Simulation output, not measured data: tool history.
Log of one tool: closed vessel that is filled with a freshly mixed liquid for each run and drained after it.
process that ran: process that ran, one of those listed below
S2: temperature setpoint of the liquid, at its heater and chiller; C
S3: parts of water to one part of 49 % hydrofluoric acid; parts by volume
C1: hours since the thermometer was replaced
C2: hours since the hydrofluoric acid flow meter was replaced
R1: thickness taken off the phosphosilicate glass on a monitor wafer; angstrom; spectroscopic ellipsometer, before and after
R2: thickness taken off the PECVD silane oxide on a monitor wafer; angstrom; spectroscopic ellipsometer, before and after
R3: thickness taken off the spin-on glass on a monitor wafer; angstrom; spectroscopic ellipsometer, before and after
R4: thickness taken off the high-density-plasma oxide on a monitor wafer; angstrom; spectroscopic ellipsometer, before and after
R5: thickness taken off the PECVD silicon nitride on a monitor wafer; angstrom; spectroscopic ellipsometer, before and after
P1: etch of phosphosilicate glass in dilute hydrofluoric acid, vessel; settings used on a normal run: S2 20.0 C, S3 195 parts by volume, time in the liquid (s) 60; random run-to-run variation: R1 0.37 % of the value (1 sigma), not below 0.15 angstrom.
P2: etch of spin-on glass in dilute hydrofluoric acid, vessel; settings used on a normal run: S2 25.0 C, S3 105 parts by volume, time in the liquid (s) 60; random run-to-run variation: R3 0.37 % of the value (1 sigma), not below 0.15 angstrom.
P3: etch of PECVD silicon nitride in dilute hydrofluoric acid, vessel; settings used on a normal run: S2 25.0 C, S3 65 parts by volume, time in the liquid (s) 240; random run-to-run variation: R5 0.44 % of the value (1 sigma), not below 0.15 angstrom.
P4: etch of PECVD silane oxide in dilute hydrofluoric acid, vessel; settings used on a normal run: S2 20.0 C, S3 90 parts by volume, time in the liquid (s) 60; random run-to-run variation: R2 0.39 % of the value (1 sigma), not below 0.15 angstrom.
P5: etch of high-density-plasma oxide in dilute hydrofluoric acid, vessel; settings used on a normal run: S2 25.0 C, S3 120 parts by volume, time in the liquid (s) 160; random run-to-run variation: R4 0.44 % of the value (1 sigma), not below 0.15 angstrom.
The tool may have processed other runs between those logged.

Run 1, hour 17.5: process that ran P1, S2 20.0 C, S3 195 parts by volume, time in the liquid (s) 60; C1 356.7; C2 188.7. Result: R1 478.87 angstrom.
Run 2, hour 31.0: process that ran P4, S2 20.0 C, S3 90 parts by volume, time in the liquid (s) 60; C1 370.2; C2 202.2. Result: R2 169.71 angstrom.
Run 3, hour 48.3: process that ran P2, S2 25.0 C, S3 105 parts by volume, time in the liquid (s) 105; C1 387.5; C2 219.5. Result: R3 433.20 angstrom.
Run 4, hour 60.8: process that ran P5, S2 25.0 C, S3 120 parts by volume, time in the liquid (s) 290; C1 400.0; C2 232.0. Result: R4 159.400 angstrom.
Run 5, hour 78.8: process that ran P4, S2 20.0 C, S3 20 parts by volume, time in the liquid (s) 60; C1 418.0; C2 250.0. Result: R2 827.25 angstrom.
Run 6, hour 91.2: process that ran P1, S2 20.0 C, S3 90 parts by volume, time in the liquid (s) 60; C1 430.4; C2 262.4. Result: R1 1159.60 angstrom.
Run 7, hour 99.8: process that ran P1, S2 20.0 C, S3 195 parts by volume, time in the liquid (s) 115; C1 439.0; C2 271.0. Result: R1 912.43 angstrom.
Run 8, hour 117.6: process that ran P1, S2 20.0 C, S3 195 parts by volume, time in the liquid (s) 60; C1 456.8; C2 288.8. Result: R1 475.56 angstrom.
Run 9, hour 136.2: process that ran P5, S2 25.0 C, S3 120 parts by volume, time in the liquid (s) 160; C1 475.4; C2 307.4. Result: R4 88.145 angstrom.
Run 10, hour 153.6: process that ran P2, S2 25.0 C, S3 175 parts by volume, time in the liquid (s) 60; C1 492.8; C2 324.8. Result: R3 136.08 angstrom.
Run 11, hour 171.0: process that ran P3, S2 25.0 C, S3 65 parts by volume, time in the liquid (s) 240; C1 510.2; C2 342.2. Result: R5 67.799 angstrom.
Run 12, hour 183.9: process that ran P1, S2 20.0 C, S3 340 parts by volume, time in the liquid (s) 60; C1 523.1; C2 355.1. Result: R1 239.40 angstrom.
Run 13, hour 195.6: process that ran P3, S2 25.0 C, S3 30 parts by volume, time in the liquid (s) 240; C1 534.8; C2 366.8. Result: R5 144.600 angstrom.
Run 14, hour 214.1: process that ran P1, S2 20.0 C, S3 315 parts by volume, time in the liquid (s) 105; C1 553.3; C2 385.3. Result: R1 463.27 angstrom.
Run 15, hour 227.3: process that ran P1, S2 20.0 C, S3 195 parts by volume, time in the liquid (s) 60; C1 566.5; C2 398.5. Result: R1 477.30 angstrom.
Run 16, hour 235.6: process that ran P4, S2 20.0 C, S3 90 parts by volume, time in the liquid (s) 95; C1 574.8; C2 406.8. Result: R2 267.00 angstrom.
Run 17, hour 247.2: process that ran P1, S2 20.0 C, S3 50 parts by volume, time in the liquid (s) 95; C1 586.4; C2 418.4. Result: R1 3438.90 angstrom.
Run 18, hour 263.4: process that ran P1, S2 17.0 C, S3 195 parts by volume, time in the liquid (s) 60; C1 602.6; C2 434.6. Result: R1 423.70 angstrom.
Run 19, hour 279.6: process that ran P5, S2 25.0 C, S3 190 parts by volume, time in the liquid (s) 160; C1 618.8; C2 450.8. Result: R4 51.874 angstrom.
Run 20, hour 296.8: process that ran P2, S2 25.0 C, S3 105 parts by volume, time in the liquid (s) 60; C1 636.0; C2 468.0. Result: R3 248.17 angstrom.
Run 21, hour 314.4: process that ran P5, S2 32.5 C, S3 120 parts by volume, time in the liquid (s) 160; C1 653.6; C2 485.6. Result: R4 116.820 angstrom.
Run 22, hour 326.4: process that ran P3, S2 33.0 C, S3 65 parts by volume, time in the liquid (s) 240; C1 665.6; C2 497.6. Result: R5 113.020 angstrom.
Run 23, hour 336.5: process that ran P1, S2 25.5 C, S3 195 parts by volume, time in the liquid (s) 60; C1 675.7; C2 507.7. Result: R1 585.20 angstrom.
Run 24, hour 346.5: process that ran P2, S2 20.0 C, S3 105 parts by volume, time in the liquid (s) 60; C1 685.7; C2 517.7. Result: R3 202.07 angstrom.
Run 25, hour 362.1: process that ran P1, S2 20.0 C, S3 195 parts by volume, time in the liquid (s) 60; C1 701.3; C2 533.3. Result: R1 477.88 angstrom.
Run 26, hour 380.9: process that ran P2, S2 25.0 C, S3 105 parts by volume, time in the liquid (s) 60; C1 720.1; C2 552.1. Result: R3 246.68 angstrom.
Run 27, hour 389.6: process that ran P1, S2 20.0 C, S3 195 parts by volume, time in the liquid (s) 35; C1 728.8; C2 560.8. Result: R1 278.31 angstrom.
Run 28, hour 398.3: process that ran P4, S2 26.5 C, S3 90 parts by volume, time in the liquid (s) 60; C1 737.5; C2 569.5. Result: R2 219.55 angstrom.
Run 29, hour 415.0: process that ran P1, S2 17.0 C, S3 125 parts by volume, time in the liquid (s) 60; C1 754.2; C2 586.2. Result: R1 706.74 angstrom.
Run 30, hour 432.2: process that ran P3, S2 25.0 C, S3 65 parts by volume, time in the liquid (s) 480; C1 771.4; C2 603.4. Result: R5 136.260 angstrom.
Run 31, hour 441.9: process that ran P1, S2 20.0 C, S3 195 parts by volume, time in the liquid (s) 60; C1 781.1; C2 613.1. Result: R1 478.25 angstrom.
Run 32, hour 458.3: process that ran P1, S2 20.0 C, S3 195 parts by volume, time in the liquid (s) 60; C1 797.5; C2 629.5. Result: R1 466.99 angstrom.
Run 33, hour 474.3: process that ran P1, S2 20.0 C, S3 195 parts by volume, time in the liquid (s) 60; C1 813.5; C2 645.5. Result: R1 458.00 angstrom.
Run 34, hour 488.2: process that ran P1, S2 20.0 C, S3 195 parts by volume, time in the liquid (s) 60; C1 827.4; C2 659.4. Result: R1 455.35 angstrom.
Run 35, hour 504.5: process that ran P1, S2 20.0 C, S3 195 parts by volume, time in the liquid (s) 60; C1 843.7; C2 675.7. Result: R1 454.47 angstrom.

For run 36, what comes out?
Run 36, hour 517.1: process that ran P1, S2 20.0 C, S3 195 parts by volume, time in the liquid (s) 60; C1 856.3; C2 688.3. Result: R1 ?.

{"run 36": {"R1": 446.49}}
